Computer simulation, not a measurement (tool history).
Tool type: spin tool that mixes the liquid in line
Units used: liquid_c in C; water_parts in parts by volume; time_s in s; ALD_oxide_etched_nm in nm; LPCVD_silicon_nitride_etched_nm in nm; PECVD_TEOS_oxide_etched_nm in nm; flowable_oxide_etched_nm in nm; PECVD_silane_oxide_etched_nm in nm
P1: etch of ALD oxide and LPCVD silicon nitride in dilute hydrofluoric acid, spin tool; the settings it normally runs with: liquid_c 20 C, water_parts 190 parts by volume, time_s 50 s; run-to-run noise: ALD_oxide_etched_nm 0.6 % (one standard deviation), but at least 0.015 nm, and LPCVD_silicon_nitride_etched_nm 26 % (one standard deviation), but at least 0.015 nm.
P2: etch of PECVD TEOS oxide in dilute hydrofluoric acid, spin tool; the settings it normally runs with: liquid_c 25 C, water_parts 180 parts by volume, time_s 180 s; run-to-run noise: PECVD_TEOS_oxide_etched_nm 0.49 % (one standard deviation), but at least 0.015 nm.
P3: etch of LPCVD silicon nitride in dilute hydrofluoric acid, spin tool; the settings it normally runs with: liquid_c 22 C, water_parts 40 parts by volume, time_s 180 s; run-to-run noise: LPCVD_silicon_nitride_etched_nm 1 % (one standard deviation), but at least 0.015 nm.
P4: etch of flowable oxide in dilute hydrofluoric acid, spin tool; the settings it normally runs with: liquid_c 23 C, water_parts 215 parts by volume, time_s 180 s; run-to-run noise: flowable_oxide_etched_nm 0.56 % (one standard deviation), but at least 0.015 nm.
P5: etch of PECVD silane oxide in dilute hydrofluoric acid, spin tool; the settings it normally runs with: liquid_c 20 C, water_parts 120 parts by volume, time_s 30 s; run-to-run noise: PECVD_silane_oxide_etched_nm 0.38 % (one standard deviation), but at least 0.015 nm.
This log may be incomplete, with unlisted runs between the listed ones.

run   hour  process  liquid_c  water_parts  time_s  hours since the thermometer was replaced  hours since the hydrofluoric acid flow meter was replaced  ALD_oxide_etched_nm  LPCVD_silicon_nitride_etched_nm  PECVD_TEOS_oxide_etched_nm  flowable_oxide_etched_nm  PECVD_silane_oxide_etched_nm
  1   10.8       P1        20          190      50                                    1003.1                                                      419.5               4.9446                         0.088994
  2   25.1       P3        22           20     180                                    1017.4                                                      433.8                                                4.0807
  3   41.8       P2        25          180     180                                    1034.1                                                      450.5                                                                            10.278
  4   56.5       P2        31          180     180                                    1048.8                                                      465.2                                                                            12.621
  5   68.7       P4        27          215     180                                      1061                                                      477.4                                                                                                      20.388
  6   82.5       P1        17          190      50                                    1074.8                                                      491.2                4.363                          0.12176
  7   92.2       P1        20          190      50                                    1084.5                                                      500.9               4.8235                          0.14089
  8  106.2       P1        28          190      50                                    1098.5                                                      514.9               6.4717                         0.070429
  9  115.6       P1        20          190      15                                    1107.9                                                      524.3               1.4662                         0.036603
 10  123.7       P4        23          215     180                                      1116                                                      532.4                                                                                                      17.671
 11  136.9       P2        25          180     180                                    1129.2                                                      545.6                                                                            10.281
 12  152.4       P1        20          190      50                                    1144.7                                                      561.1                4.909                         0.094332
 13  166.7       P3        22           40     180                                      1159                                                      575.4                                                2.1245
 14  183.5       P1        20          265      50                                    1175.8                                                      592.2               3.2938                         0.071141
 15  197.8       P5        17          120      30                                    1190.1                                                      606.5                                                                                                                                    9.4592
 16  213.3       P3        22           40      90                                    1205.6                                                        622                                                1.0876
 17    228       P1        20          190      75                                    1220.3                                                      636.7               7.3408                         0.041313
 18    237       P3      26.5           40     180                                    1229.3                                                      645.7                                                2.8148
 19  249.8       P1        20          190      50                                    1242.1                                                      658.5               4.8703                         0.092115
 20  265.1       P3        22           40     180                                    1257.4                                                      673.8                                                2.1381
 21    279       P4        23           40     180                                    1271.3                                                      687.7                                                                                                      115.02
 22  293.1       P5        20           50      30                                    1285.4                                                      701.8                                                                                                                                    27.568
 23  305.4       P1        20          190      50                                    1297.7                                                      714.1               4.8518                         0.024432
 24    315       P1        20          190      50                                    1307.3                                                      723.7               4.8778                          0.12903
 25  325.2       P2        25          110     180                                    1317.5                                                      733.9                                                                            18.245
 26    335       P5        20          120      30                                    1327.3                                                      743.7                                                                                                                                    10.759
 27  350.5       P2        25          180     340                                    1342.8                                                      759.2                                                                            19.164
 28  365.9       P4        23          215     180                                    1358.2                                                      774.6                                                                                                      17.508
 29  382.5       P1        17           40      50                                    1374.8                                                      791.2               24.033                          0.47506
 30  399.4       P4        23          215      30                                    1391.7                                                      808.1                                                                                                      2.9455

What will run 31 give?
 31  411.9       P1        20           85      50                                    1404.2                                                      820.6                    ?                                ?

Run 31 gave ALD_oxide_etched_nm 12.318 nm, LPCVD_silicon_nitride_etched_nm 0.16343 nm.

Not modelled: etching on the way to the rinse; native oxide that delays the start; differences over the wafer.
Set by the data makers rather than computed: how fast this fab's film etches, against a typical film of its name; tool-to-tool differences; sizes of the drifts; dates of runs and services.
